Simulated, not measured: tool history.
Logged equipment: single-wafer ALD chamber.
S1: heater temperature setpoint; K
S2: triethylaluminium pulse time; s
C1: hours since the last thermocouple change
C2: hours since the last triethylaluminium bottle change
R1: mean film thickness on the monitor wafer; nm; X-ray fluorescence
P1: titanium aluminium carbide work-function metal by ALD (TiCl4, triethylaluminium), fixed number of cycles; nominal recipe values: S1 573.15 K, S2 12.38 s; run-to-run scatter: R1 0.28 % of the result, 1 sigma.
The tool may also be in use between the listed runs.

Run 1, day 0.412: S1 573.15 K, S2 12.38 s; C1 750.8; C2 543.2. Result: R1 2.0411 nm.
Run 2, day 0.788: S1 550.15 K, S2 12.38 s; C1 759.8; C2 552.2. Result: R1 1.8401 nm.
Run 3, day 1.371: S1 596.15 K, S2 12.38 s; C1 773.8; C2 566.2. Result: R1 2.2536 nm.
Run 4, day 1.958: S1 594.15 K, S2 20.16 s; C1 787.9; C2 580.3. Result: R1 2.2615 nm.
Run 5, day 2.317: S1 573.15 K, S2 6.27 s; C1 796.5; C2 588.9. Result: R1 1.8331 nm.
Run 6, day 2.758: S1 573.15 K, S2 12.38 s; C1 807.1; C2 599.5. Result: R1 2.0480 nm.
Run 7, day 3.196: S1 573.15 K, S2 12.38 s; C1 817.6; C2 610.0. Result: R1 2.0561 nm.
Run 8, day 3.683: S1 573.15 K, S2 12.38 s; C1 829.3; C2 621.7. Result: R1 2.0397 nm.
Run 9, day 4.267: S1 559.15 K, S2 6.54 s; C1 843.3; C2 635.7. Result: R1 1.7485 nm.
Run 10, day 4.738: S1 573.15 K, S2 18.65 s; C1 854.6; C2 647.0. Result: R1 2.0750 nm.
Run 11, day 5.058: S1 573.15 K, S2 12.38 s; C1 862.3; C2 654.7. Result: R1 2.0422 nm.

Forecast run 12:
Run 12, day 5.421: S1 573.15 K, S2 12.38 s; C1 871.0; C2 663.4. Result: R1 ?.

For run 12 the tool returned R1 2.0482 nm.
